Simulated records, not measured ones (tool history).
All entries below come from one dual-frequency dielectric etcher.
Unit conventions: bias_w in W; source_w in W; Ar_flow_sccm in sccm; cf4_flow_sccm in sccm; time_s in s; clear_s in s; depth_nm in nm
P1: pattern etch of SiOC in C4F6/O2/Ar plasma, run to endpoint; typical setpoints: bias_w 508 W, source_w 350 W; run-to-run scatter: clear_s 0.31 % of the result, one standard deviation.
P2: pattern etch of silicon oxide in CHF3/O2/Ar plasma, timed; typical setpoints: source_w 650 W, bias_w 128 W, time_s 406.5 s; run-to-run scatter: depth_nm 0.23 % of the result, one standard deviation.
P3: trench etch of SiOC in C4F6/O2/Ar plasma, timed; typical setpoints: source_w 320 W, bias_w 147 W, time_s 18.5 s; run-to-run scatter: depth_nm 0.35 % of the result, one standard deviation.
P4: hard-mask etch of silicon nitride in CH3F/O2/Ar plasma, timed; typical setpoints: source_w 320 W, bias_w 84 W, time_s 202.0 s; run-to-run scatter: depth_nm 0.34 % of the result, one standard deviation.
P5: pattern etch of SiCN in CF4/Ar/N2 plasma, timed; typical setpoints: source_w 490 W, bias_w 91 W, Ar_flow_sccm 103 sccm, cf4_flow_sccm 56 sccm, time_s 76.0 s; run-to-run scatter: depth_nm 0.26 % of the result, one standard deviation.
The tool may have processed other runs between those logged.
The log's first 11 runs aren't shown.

run,hour,process,bias_w,source_w,Ar_flow_sccm,cf4_flow_sccm,time_s,hours since the last wet clean,hours since the last bias power generator calibration,hours since the last source power generator calibration,clear_s,depth_nm
12,49.0,P2,128,650,,,406.5,451.5,1839.9,1895.2,,734.640
13,53.5,P3,147,320,,,18.5,456.0,1844.4,1899.7,,32.503
14,58.3,P5,91,330,103,56,76.0,460.8,1849.2,1904.5,,51.850
15,62.1,P1,652,350,,,,464.6,1853.0,1908.3,10.342,
16,66.4,P3,147,250,,,18.5,468.9,1857.3,1912.6,,29.552
17,72.1,P1,508,450,,,,474.6,1863.0,1918.3,10.313,
18,75.2,P5,91,490,138,56,76.0,477.7,1866.1,1921.4,,70.097
19,79.3,P4,84,320,,,251.5,481.8,1870.2,1925.5,,168.930
20,84.0,P1,409,470,,,,486.5,1874.9,1930.2,11.052,
21,88.8,P5,91,490,103,70,76.0,491.3,1879.7,1935.0,,75.578
22,95.0,P1,371,350,,,,497.5,1885.9,1941.2,12.656,
# hour 99.5: wet clean of the chamber
23,100.6,P1,508,350,,,,1.2,1891.5,1946.8,11.328,
24,104.1,P5,91,490,103,56,76.0,4.7,1895.0,1950.3,,73.440
25,109.8,P5,91,490,103,56,112.5,10.4,1900.7,1956.0,,107.560
26,114.8,P2,128,650,,,406.5,15.4,1905.7,1961.0,,733.810
27,117.8,P2,85,650,,,406.5,18.4,1908.7,1964.0,,648.290
28,123.7,P4,111,320,,,202.0,24.3,1914.6,1969.9,,148.790
29,129.1,P4,84,320,,,202.0,29.7,1920.0,1975.3,,135.280
30,133.7,P1,508,350,,,,34.3,1924.6,1979.9,11.323,
31,140.0,P1,508,350,,,,40.6,1930.9,1986.2,11.300,

What will run 32 give?
32,146.2,P1,508,350,,,,46.8,1937.1,1992.4,?,

Run 32 came out at clear_s 11.314 s.
